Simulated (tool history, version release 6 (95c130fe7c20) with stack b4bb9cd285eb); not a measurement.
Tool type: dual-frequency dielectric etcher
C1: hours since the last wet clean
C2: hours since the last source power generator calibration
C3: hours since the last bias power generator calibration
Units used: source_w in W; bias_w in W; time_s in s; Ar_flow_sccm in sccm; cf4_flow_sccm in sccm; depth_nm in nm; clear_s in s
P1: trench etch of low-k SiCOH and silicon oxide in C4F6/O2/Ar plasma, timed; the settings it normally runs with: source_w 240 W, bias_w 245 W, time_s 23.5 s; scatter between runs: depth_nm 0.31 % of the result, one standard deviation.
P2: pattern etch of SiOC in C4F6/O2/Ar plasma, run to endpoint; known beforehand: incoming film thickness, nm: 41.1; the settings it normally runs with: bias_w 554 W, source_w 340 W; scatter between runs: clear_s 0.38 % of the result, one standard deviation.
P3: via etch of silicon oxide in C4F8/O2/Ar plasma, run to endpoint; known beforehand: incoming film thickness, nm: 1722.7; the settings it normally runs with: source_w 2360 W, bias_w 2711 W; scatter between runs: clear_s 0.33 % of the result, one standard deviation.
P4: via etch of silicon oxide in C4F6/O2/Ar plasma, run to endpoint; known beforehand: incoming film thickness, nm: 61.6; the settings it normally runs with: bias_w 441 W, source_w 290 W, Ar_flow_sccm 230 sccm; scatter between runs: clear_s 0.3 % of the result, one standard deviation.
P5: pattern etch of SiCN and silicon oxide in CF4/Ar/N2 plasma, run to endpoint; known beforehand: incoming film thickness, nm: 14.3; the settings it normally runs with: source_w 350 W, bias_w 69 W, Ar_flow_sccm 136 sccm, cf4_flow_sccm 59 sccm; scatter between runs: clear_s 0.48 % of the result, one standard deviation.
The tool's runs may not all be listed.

{"run": 1, "day": 0.154, "process": "P1", "source_w": 240, "bias_w": 245, "time_s": 23.5, "C1": 217.6, "C2": 1303.2, "C3": 1187.2, "depth_nm": 66.362}
{"run": 2, "day": 0.4, "process": "P3", "source_w": 1430, "bias_w": 2711, "C1": 223.5, "C2": 1309.1, "C3": 1193.1, "clear_s": 341.34}
{"run": 3, "day": 0.65, "process": "P4", "source_w": 290, "bias_w": 441, "Ar_flow_sccm": 230, "C1": 229.5, "C2": 1315.1, "C3": 1199.1, "clear_s": 15.911}
{"run": 4, "day": 0.854, "process": "P1", "source_w": 240, "bias_w": 245, "time_s": 33.5, "C1": 234.4, "C2": 1320.0, "C3": 1204.0, "depth_nm": 94.431}
{"run": 5, "day": 1.129, "process": "P3", "source_w": 2360, "bias_w": 2711, "C1": 241.0, "C2": 1326.6, "C3": 1210.6, "clear_s": 280.03}
{"run": 6, "day": 1.317, "process": "P1", "source_w": 160, "bias_w": 245, "time_s": 23.5, "C1": 245.5, "C2": 1331.1, "C3": 1215.1, "depth_nm": 57.239}
{"run": 7, "day": 1.479, "process": "P2", "source_w": 340, "bias_w": 554, "C1": 249.4, "C2": 1335.0, "C3": 1219.0, "clear_s": 14.217}
{"run": 8, "day": 1.671, "process": "P4", "source_w": 220, "bias_w": 441, "Ar_flow_sccm": 230, "C1": 254.0, "C2": 1339.6, "C3": 1223.6, "clear_s": 17.536}
{"run": 9, "day": 1.875, "process": "P2", "source_w": 210, "bias_w": 554, "C1": 258.9, "C2": 1344.5, "C3": 1228.5, "clear_s": 16.962}
{"run": 10, "day": 2.008, "process": "P1", "source_w": 240, "bias_w": 199, "time_s": 23.5, "C1": 262.1, "C2": 1347.7, "C3": 1231.7, "depth_nm": 61.909}
{"run": 11, "day": 2.188, "process": "P5", "source_w": 350, "bias_w": 69, "Ar_flow_sccm": 91, "cf4_flow_sccm": 59, "C1": 266.4, "C2": 1352.0, "C3": 1236.0, "clear_s": 21.389}
{"run": 12, "day": 2.338, "process": "P2", "source_w": 340, "bias_w": 554, "C1": 270.0, "C2": 1355.6, "C3": 1239.6, "clear_s": 14.134}
{"run": 13, "day": 2.596, "process": "P5", "source_w": 350, "bias_w": 69, "Ar_flow_sccm": 136, "cf4_flow_sccm": 59, "C1": 276.2, "C2": 1361.8, "C3": 1245.8, "clear_s": 22.587}
{"run": 14, "day": 2.875, "process": "P1", "source_w": 240, "bias_w": 245, "time_s": 23.5, "C1": 282.9, "C2": 1368.5, "C3": 1252.5, "depth_nm": 66.498}
{"run": 15, "day": 3.062, "process": "P1", "source_w": 160, "bias_w": 321, "time_s": 23.5, "C1": 287.4, "C2": 1373.0, "C3": 1257.0, "depth_nm": 63.147}
{"run": 16, "day": 3.267, "process": "P4", "source_w": 290, "bias_w": 263, "Ar_flow_sccm": 230, "C1": 292.3, "C2": 1377.9, "C3": 1261.9, "clear_s": 19.14}
{"run": 17, "day": 3.412, "process": "P5", "source_w": 350, "bias_w": 56, "Ar_flow_sccm": 136, "cf4_flow_sccm": 59, "C1": 295.8, "C2": 1381.4, "C3": 1265.4, "clear_s": 24.397}
{"run": 18, "day": 3.621, "process": "P3", "source_w": 2360, "bias_w": 1707, "C1": 300.8, "C2": 1386.4, "C3": 1270.4, "clear_s": 321.56}
{"run": 19, "day": 3.783, "process": "P4", "source_w": 290, "bias_w": 441, "Ar_flow_sccm": 133, "C1": 304.7, "C2": 1390.3, "C3": 1274.3, "clear_s": 14.916}
{"run": 20, "day": 3.95, "process": "P5", "source_w": 270, "bias_w": 69, "Ar_flow_sccm": 136, "cf4_flow_sccm": 59, "C1": 308.7, "C2": 1394.3, "C3": 1278.3, "clear_s": 28.4}
{"run": 21, "day": 4.142, "process": "P1", "source_w": 240, "bias_w": 245, "time_s": 23.5, "C1": 313.3, "C2": 1398.9, "C3": 1282.9, "depth_nm": 66.493}
{"run": 22, "day": 4.279, "process": "P1", "source_w": 240, "bias_w": 292, "time_s": 23.5, "C1": 316.6, "C2": 1402.2, "C3": 1286.2, "depth_nm": 70.696}
{"run": 23, "day": 4.438, "process": "P1", "source_w": 240, "bias_w": 319, "time_s": 17.0, "C1": 320.4, "C2": 1406.0, "C3": 1290.0, "depth_nm": 52.941}
{"run": 24, "day": 4.625, "process": "P1", "source_w": 300, "bias_w": 245, "time_s": 23.5, "C1": 324.9, "C2": 1410.5, "C3": 1294.5, "depth_nm": 72.511}
{"run": 25, "day": 4.862, "process": "P1", "source_w": 240, "bias_w": 245, "time_s": 16.0, "C1": 330.6, "C2": 1416.2, "C3": 1300.2, "depth_nm": 45.208}
{"run": 26, "day": 5.129, "process": "P1", "source_w": 240, "bias_w": 245, "time_s": 23.5, "C1": 337.0, "C2": 1422.6, "C3": 1306.6, "depth_nm": 66.617}
{"run": 27, "day": 5.329, "process": "P5", "source_w": 350, "bias_w": 69, "Ar_flow_sccm": 136, "cf4_flow_sccm": 43, "C1": 341.8, "C2": 1427.4, "C3": 1311.4, "clear_s": 23.927}
{"run": 28, "day": 5.504, "process": "P2", "source_w": 340, "bias_w": 346, "C1": 346.0, "C2": 1431.6, "C3": 1315.6, "clear_s": 16.912}
{"run": 29, "day": 5.708, "process": "P1", "source_w": 240, "bias_w": 245, "time_s": 23.5, "C1": 350.9, "C2": 1436.5, "C3": 1320.5, "depth_nm": 66.28}
{"run": 30, "day": 5.896, "process": "P1", "source_w": 240, "bias_w": 245, "time_s": 23.5, "C1": 355.4, "C2": 1441.0, "C3": 1325.0, "depth_nm": 66.427}
{"run": 31, "day": 6.117, "process": "P1", "source_w": 240, "bias_w": 245, "time_s": 23.5, "C1": 360.7, "C2": 1446.3, "C3": 1330.3, "depth_nm": 66.073}
{"run": 32, "day": 6.388, "process": "P1", "source_w": 240, "bias_w": 245, "time_s": 23.5, "C1": 367.2, "C2": 1452.8, "C3": 1336.8, "depth_nm": 65.752}
{"run": 33, "day": 6.642, "process": "P1", "source_w": 240, "bias_w": 245, "time_s": 23.5, "C1": 373.3, "C2": 1458.9, "C3": 1342.9, "depth_nm": 65.671}
{"run": 34, "day": 6.892, "process": "P1", "source_w": 240, "bias_w": 245, "time_s": 23.5, "C1": 379.3, "C2": 1464.9, "C3": 1348.9, "depth_nm": 65.741}
{"run": 35, "day": 7.117, "process": "P1", "source_w": 240, "bias_w": 245, "time_s": 23.5, "C1": 384.7, "C2": 1470.3, "C3": 1354.3, "depth_nm": 65.742}
{"day": 7.2, "done": "wet clean of the chamber"}
{"run": 36, "day": 7.396, "process": "P1", "source_w": 240, "bias_w": 245, "time_s": 23.5, "C1": 4.8, "C2": 1477.0, "C3": 1361.0, "depth_nm": 65.6}
{"run": 37, "day": 7.542, "process": "P1", "source_w": 240, "bias_w": 245, "time_s": 23.5, "C1": 8.3, "C2": 1480.5, "C3": 1364.5, "depth_nm": 65.632}
{"run": 38, "day": 7.7, "process": "P1", "source_w": 240, "bias_w": 245, "time_s": 23.5, "C1": 12.1, "C2": 1484.3, "C3": 1368.3, "depth_nm": 65.511}
{"run": 39, "day": 7.892, "process": "P1", "source_w": 240, "bias_w": 245, "time_s": 23.5, "C1": 16.7, "C2": 1488.9, "C3": 1372.9, "depth_nm": 65.51}
{"run": 40, "day": 8.129, "process": "P1", "source_w": 240, "bias_w": 245, "time_s": 23.5, "C1": 22.4, "C2": 1494.6, "C3": 1378.6, "depth_nm": 66.061}

P1 no longer gives what it gave before; its output has crept away from where it was. The following 2 causes, each at its listed size, fit the log equally well:
A: source power that arrives under what is set, % = 4.05
B: bias power that arrives under what is set, % = 4.43
The process output started creeping at around day 5.896.
The rest of the possible causes, and what rules out each one:
chamber walls in a state that lowers the etch rate, %: maintenance at day 7.200, after the shift began, did not return the process to its former output

Of the 4 check runs below, each run on 3 wafers with the results averaged and each result still a question mark, which one would tell the listed causes apart?
{"run": "check 1", "day": 8.367, "process": "P3", "source_w": 1590, "bias_w": 1798, "clear_s": "?"}
{"run": "check 2", "day": 8.367, "process": "P4", "source_w": 290, "bias_w": 376, "Ar_flow_sccm": 154, "clear_s": "?"}
{"run": "check 3", "day": 8.367, "process": "P5", "source_w": 350, "bias_w": 69, "Ar_flow_sccm": 110, "cf4_flow_sccm": 59, "clear_s": "?"}
{"run": "check 4", "day": 8.367, "process": "P2", "source_w": 250, "bias_w": 554, "clear_s": "?"}

Predicted outcomes, by check and by cause:
check=check_1 result=clear_s if_A=377.010 if_B=375.610
check=check_2 result=clear_s if_A=16.365 if_B=16.383
check=check_3 result=clear_s if_A=22.715 if_B=22.261
check=check_4 result=clear_s if_A=16.169 if_B=16.208
Per-check spread between the two closest causes, in the result where they differ most: check 1 0.37 %; check 2 0.11 %; check 3 2.02 %; check 4 0.24 %
The other checks would show nearly matching results whichever cause is true, so check 3 is the only one that separates the causes.

Running check 3 produced the following: clear_s 22.244 s. Which one of the listed causes fits?

The cause is B: bias power that arrives under what is set, %.

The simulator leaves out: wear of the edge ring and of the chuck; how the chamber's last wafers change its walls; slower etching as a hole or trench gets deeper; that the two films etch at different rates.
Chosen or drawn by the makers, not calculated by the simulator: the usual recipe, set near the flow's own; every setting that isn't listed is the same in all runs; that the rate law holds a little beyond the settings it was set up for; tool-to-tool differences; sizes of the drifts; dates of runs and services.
